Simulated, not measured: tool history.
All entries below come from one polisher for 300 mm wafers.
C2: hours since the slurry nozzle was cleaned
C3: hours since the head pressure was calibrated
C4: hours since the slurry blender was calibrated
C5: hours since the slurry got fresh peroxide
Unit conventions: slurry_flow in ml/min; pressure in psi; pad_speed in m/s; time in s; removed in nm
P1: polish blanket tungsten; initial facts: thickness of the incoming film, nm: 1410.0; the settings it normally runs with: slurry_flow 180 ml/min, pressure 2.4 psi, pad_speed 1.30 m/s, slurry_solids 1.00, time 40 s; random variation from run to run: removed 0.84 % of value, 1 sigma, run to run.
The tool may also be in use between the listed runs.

run 1 hour=4.7 | slurry_flow=180 pressure=2.4 pad_speed=1.30 slurry_solids=1.00 time=40 | wafers_polished_on_this_pad=343 C2=92.7 C3=94.7 C4=79.1 C5=69.5 | removed=167.760
run 2 hour=9.8 | slurry_flow=180 pressure=2.4 pad_speed=1.30 slurry_solids=1.00 time=40 | wafers_polished_on_this_pad=404 C2=97.8 C3=99.8 C4=84.2 C5=74.6 | removed=167.940
run 3 hour=14.5 | slurry_flow=180 pressure=3.7 pad_speed=1.30 slurry_solids=1.00 time=40 | wafers_polished_on_this_pad=460 C2=102.5 C3=104.5 C4=88.9 C5=79.3 | removed=259.790
run 4 hour=17.3 | slurry_flow=180 pressure=2.4 pad_speed=1.30 slurry_solids=1.00 time=40 | wafers_polished_on_this_pad=493 C2=105.3 C3=107.3 C4=91.7 C5=82.1 | removed=168.300
run 5 hour=22.6 | slurry_flow=225 pressure=3.3 pad_speed=1.30 slurry_solids=1.00 time=40 | wafers_polished_on_this_pad=556 C2=110.6 C3=112.6 C4=97.0 C5=87.4 | removed=240.920
run 6 hour=25.6 | slurry_flow=270 pressure=2.4 pad_speed=1.30 slurry_solids=1.00 time=40 | wafers_polished_on_this_pad=592 C2=113.6 C3=115.6 C4=100.0 C5=90.4 | removed=177.350
-- hour=26.1 head pressure recalibrated
run 7 hour=30.7 | slurry_flow=180 pressure=2.4 pad_speed=1.30 slurry_solids=1.00 time=18 | wafers_polished_on_this_pad=653 C2=118.7 C3=4.7 C4=105.1 C5=95.5 | removed=76.056
run 8 hour=34.7 | slurry_flow=180 pressure=2.4 pad_speed=1.30 slurry_solids=1.45 time=40 | wafers_polished_on_this_pad=701 C2=122.7 C3=8.7 C4=109.1 C5=99.5 | removed=182.010
run 9 hour=39.5 | slurry_flow=180 pressure=2.4 pad_speed=1.30 slurry_solids=1.00 time=40 | wafers_polished_on_this_pad=758 C2=127.5 C3=13.5 C4=113.9 C5=104.3 | removed=168.700
run 10 hour=43.4 | slurry_flow=180 pressure=2.4 pad_speed=1.98 slurry_solids=1.00 time=40 | wafers_polished_on_this_pad=805 C2=131.4 C3=17.4 C4=117.8 C5=108.2 | removed=257.790
run 11 hour=46.4 | slurry_flow=110 pressure=2.4 pad_speed=1.30 slurry_solids=1.00 time=40 | wafers_polished_on_this_pad=840 C2=134.4 C3=20.4 C4=120.8 C5=111.2 | removed=155.980
run 12 hour=50.6 | slurry_flow=240 pressure=1.2 pad_speed=1.30 slurry_solids=1.00 time=40 | wafers_polished_on_this_pad=891 C2=138.6 C3=24.6 C4=125.0 C5=115.4 | removed=88.717
run 13 hour=54.8 | slurry_flow=180 pressure=2.4 pad_speed=1.30 slurry_solids=1.00 time=40 | wafers_polished_on_this_pad=941 C2=142.8 C3=28.8 C4=129.2 C5=119.6 | removed=165.410

Forecast run 14:
run 14 hour=58.6 | slurry_flow=180 pressure=2.4 pad_speed=1.30 slurry_solids=1.00 time=40 | wafers_polished_on_this_pad=986 C2=146.6 C3=32.6 C4=133.0 C5=123.4 | removed=?

{"run 14": {"removed": 170.15}}
